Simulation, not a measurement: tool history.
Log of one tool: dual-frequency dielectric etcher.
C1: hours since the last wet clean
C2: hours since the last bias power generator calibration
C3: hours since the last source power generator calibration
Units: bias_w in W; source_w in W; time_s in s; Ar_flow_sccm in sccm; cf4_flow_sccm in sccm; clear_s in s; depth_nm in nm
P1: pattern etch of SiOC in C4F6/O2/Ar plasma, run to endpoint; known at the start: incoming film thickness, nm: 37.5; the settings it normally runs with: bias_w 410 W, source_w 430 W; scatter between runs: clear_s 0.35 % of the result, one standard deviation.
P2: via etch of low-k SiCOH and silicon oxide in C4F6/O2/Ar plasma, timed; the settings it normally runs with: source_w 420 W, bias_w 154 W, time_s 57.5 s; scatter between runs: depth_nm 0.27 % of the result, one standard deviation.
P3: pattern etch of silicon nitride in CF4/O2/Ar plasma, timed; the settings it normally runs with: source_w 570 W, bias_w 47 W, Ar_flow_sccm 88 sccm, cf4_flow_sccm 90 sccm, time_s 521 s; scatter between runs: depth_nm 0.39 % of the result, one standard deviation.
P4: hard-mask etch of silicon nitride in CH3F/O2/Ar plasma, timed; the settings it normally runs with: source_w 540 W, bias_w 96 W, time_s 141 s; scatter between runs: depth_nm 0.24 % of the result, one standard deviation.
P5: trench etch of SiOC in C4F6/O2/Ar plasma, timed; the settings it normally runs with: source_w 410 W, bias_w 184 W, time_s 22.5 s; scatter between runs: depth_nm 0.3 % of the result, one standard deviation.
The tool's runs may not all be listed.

Run 1, hour 6.9: process P1, bias_w 410 W, source_w 430 W; C1 259.1; C2 362.7; C3 1482.9. Result: clear_s 13.29 s.
Run 2, hour 13.3: process P4, bias_w 96 W, source_w 540 W, time_s 141 s; C1 265.5; C2 369.1; C3 1489.3. Result: depth_nm 117.71 nm.
Run 3, hour 20.5: process P4, bias_w 96 W, source_w 660 W, time_s 141 s; C1 272.7; C2 376.3; C3 1496.5. Result: depth_nm 127.55 nm.
Run 4, hour 30.7: process P1, bias_w 410 W, source_w 260 W; C1 282.9; C2 386.5; C3 1506.7. Result: clear_s 16.118 s.
Run 5, hour 39.9: process P4, bias_w 71 W, source_w 540 W, time_s 141 s; C1 292.1; C2 395.7; C3 1515.9. Result: depth_nm 106.51 nm.
Run 6, hour 47: process P3, bias_w 47 W, source_w 570 W, time_s 302.5 s, Ar_flow_sccm 88 sccm, cf4_flow_sccm 90 sccm; C1 299.2; C2 402.8; C3 1523. Result: depth_nm 626.48 nm.
Run 7, hour 51.8: process P1, bias_w 410 W, source_w 430 W; C1 304; C2 407.6; C3 1527.8. Result: clear_s 13.273 s.
Run 8, hour 61.7: process P5, bias_w 184 W, source_w 410 W, time_s 15 s; C1 313.9; C2 417.5; C3 1537.7. Result: depth_nm 31.476 nm.
Run 9, hour 70.3: process P3, bias_w 47 W, source_w 570 W, time_s 521 s, Ar_flow_sccm 88 sccm, cf4_flow_sccm 117 sccm; C1 322.5; C2 426.1; C3 1546.3. Result: depth_nm 1123.2 nm.
Run 10, hour 79.6: process P2, bias_w 154 W, source_w 590 W, time_s 57.5 s; C1 331.8; C2 435.4; C3 1555.6. Result: depth_nm 163.63 nm.
At hour 84.4: wet clean of the chamber.
Run 11, hour 85: process P3, bias_w 47 W, source_w 460 W, time_s 521 s, Ar_flow_sccm 88 sccm, cf4_flow_sccm 90 sccm; C1 0.6; C2 440.8; C3 1561. Result: depth_nm 902.7 nm.
Run 12, hour 95.6: process P3, bias_w 47 W, source_w 570 W, time_s 521 s, Ar_flow_sccm 88 sccm, cf4_flow_sccm 90 sccm; C1 11.2; C2 451.4; C3 1571.6. Result: depth_nm 1090.3 nm.
Run 13, hour 104.4: process P1, bias_w 410 W, source_w 600 W; C1 20; C2 460.2; C3 1580.4. Result: clear_s 11.704 s.
Run 14, hour 115.1: process P1, bias_w 568 W, source_w 290 W; C1 30.7; C2 470.9; C3 1591.1. Result: clear_s 13.694 s.
Run 15, hour 121.7: process P1, bias_w 410 W, source_w 430 W; C1 37.3; C2 477.5; C3 1597.7. Result: clear_s 13.391 s.
Run 16, hour 132.2: process P2, bias_w 187 W, source_w 420 W, time_s 57.5 s; C1 47.8; C2 488; C3 1608.2. Result: depth_nm 152.67 nm.
Run 17, hour 142.4: process P1, bias_w 279 W, source_w 260 W; C1 58; C2 498.2; C3 1618.4. Result: clear_s 18.281 s.
At hour 144.4: bias power generator calibrated.
Run 18, hour 150.3: process P1, bias_w 505 W, source_w 280 W; C1 65.9; C2 5.9; C3 1626.3. Result: clear_s 14.453 s.
Run 19, hour 155.5: process P5, bias_w 184 W, source_w 410 W, time_s 22.5 s; C1 71.1; C2 11.1; C3 1631.5. Result: depth_nm 47.403 nm.
Run 20, hour 165: process P5, bias_w 184 W, source_w 540 W, time_s 22.5 s; C1 80.6; C2 20.6; C3 1641. Result: depth_nm 52.67 nm.
Run 21, hour 171: process P1, bias_w 312 W, source_w 430 W; C1 86.6; C2 26.6; C3 1647. Result: clear_s 14.663 s.
Run 22, hour 179.1: process P3, bias_w 66 W, source_w 570 W, time_s 521 s, Ar_flow_sccm 88 sccm, cf4_flow_sccm 90 sccm; C1 94.7; C2 34.7; C3 1655.1. Result: depth_nm 1235.6 nm.
Run 23, hour 186.1: process P4, bias_w 96 W, source_w 540 W, time_s 94 s; C1 101.7; C2 41.7; C3 1662.1. Result: depth_nm 78.409 nm.
Run 24, hour 193.5: process P1, bias_w 410 W, source_w 430 W; C1 109.1; C2 49.1; C3 1669.5. Result: clear_s 13.363 s.
Run 25, hour 202.9: process P1, bias_w 500 W, source_w 430 W; C1 118.5; C2 58.5; C3 1678.9. Result: clear_s 12.38 s.
Run 26, hour 210.1: process P2, bias_w 154 W, source_w 420 W, time_s 57.5 s; C1 125.7; C2 65.7; C3 1686.1. Result: depth_nm 143.68 nm.
Run 27, hour 220.4: process P2, bias_w 154 W, source_w 420 W, time_s 72 s; C1 136; C2 76; C3 1696.4. Result: depth_nm 178.73 nm.
Run 28, hour 230.4: process P3, bias_w 47 W, source_w 570 W, time_s 521 s, Ar_flow_sccm 65 sccm, cf4_flow_sccm 90 sccm; C1 146; C2 86; C3 1706.4. Result: depth_nm 1127 nm.
Run 29, hour 237.6: process P5, bias_w 115 W, source_w 410 W, time_s 22.5 s; C1 153.2; C2 93.2; C3 1713.6. Result: depth_nm 41.093 nm.
Run 30, hour 248.4: process P4, bias_w 96 W, source_w 540 W, time_s 141 s; C1 164; C2 104; C3 1724.4. Result: depth_nm 118.05 nm.
Run 31, hour 257.2: process P1, bias_w 410 W, source_w 430 W; C1 172.8; C2 112.8; C3 1733.2. Result: clear_s 13.274 s.
Run 32, hour 265.7: process P1, bias_w 410 W, source_w 430 W; C1 181.3; C2 121.3; C3 1741.7. Result: clear_s 13.249 s.
Run 33, hour 273.1: process P1, bias_w 410 W, source_w 430 W; C1 188.7; C2 128.7; C3 1749.1. Result: clear_s 13.099 s.
Run 34, hour 279: process P1, bias_w 410 W, source_w 430 W; C1 194.6; C2 134.6; C3 1755. Result: clear_s 13.098 s.
Run 35, hour 287.3: process P1, bias_w 410 W, source_w 430 W; C1 202.9; C2 142.9; C3 1763.3. Result: clear_s 13.1 s.
Run 36, hour 292: process P1, bias_w 410 W, source_w 430 W; C1 207.6; C2 147.6; C3 1768. Result: clear_s 13.14 s.
Run 37, hour 299.4: process P1, bias_w 410 W, source_w 430 W; C1 215; C2 155; C3 1775.4. Result: clear_s 13.154 s.
At hour 300.7: wet clean of the chamber.
Run 38, hour 307.2: process P1, bias_w 410 W, source_w 430 W; C1 6.6; C2 162.8; C3 1783.2. Result: clear_s 13.092 s.
Run 39, hour 316.5: process P1, bias_w 410 W, source_w 430 W; C1 15.9; C2 172.1; C3 1792.5. Result: clear_s 13.096 s.

The log shows P1 creeping away from where it was. Any of the 2 causes listed here, at the size stated for it, fits the log just as well as the others:
A: source power that arrives over what is set, % = 4.78
B: bias power that arrives over what is set, % = 4.92
The onset of the drift is placed at about hour 257.2.
The rest of the possible causes, and what rules out each one:
chamber walls in a state that raises the etch rate, %: was serviced at hour 300.7, once the creep was under way, yet the earlier output never came back

4 check runs are offered, each on 2 wafers whose results are averaged, their results left as question marks. Which one tells the causes apart?
Run check 1, hour 325.8: process P4, bias_w 96 W, source_w 540 W, time_s 141 s. Result: depth_nm ?.
Run check 2, hour 325.8: process P5, bias_w 184 W, source_w 410 W, time_s 22.5 s. Result: depth_nm ?.
Run check 3, hour 325.8: process P3, bias_w 47 W, source_w 570 W, time_s 521 s, Ar_flow_sccm 88 sccm, cf4_flow_sccm 90 sccm. Result: depth_nm ?.
Run check 4, hour 325.8: process P2, bias_w 154 W, source_w 420 W, time_s 57.5 s. Result: depth_nm ?.

What every check run would give for each of its results, assuming each possible cause in turn:
  check    result    if A    if B
check 1  depth_nm  120.25  120.21
check 2  depth_nm  48.229  48.092
check 3  depth_nm  1132.1  1106.1
check 4  depth_nm  146.18  145.63
Smallest distance between any two causes, each pair judged by its most separating result, in per cent: check 1 0.03 %; check 2 0.28 %; check 3 2.32 %; check 4 0.37 %
Check 3 is the one run that separates the causes; every other check would come out nearly the same whichever cause is at work.

Check 3 was then run and gave: depth_nm 1105.2 nm. Which cause is it?

It was cause B: bias power that arrives over what is set, %.
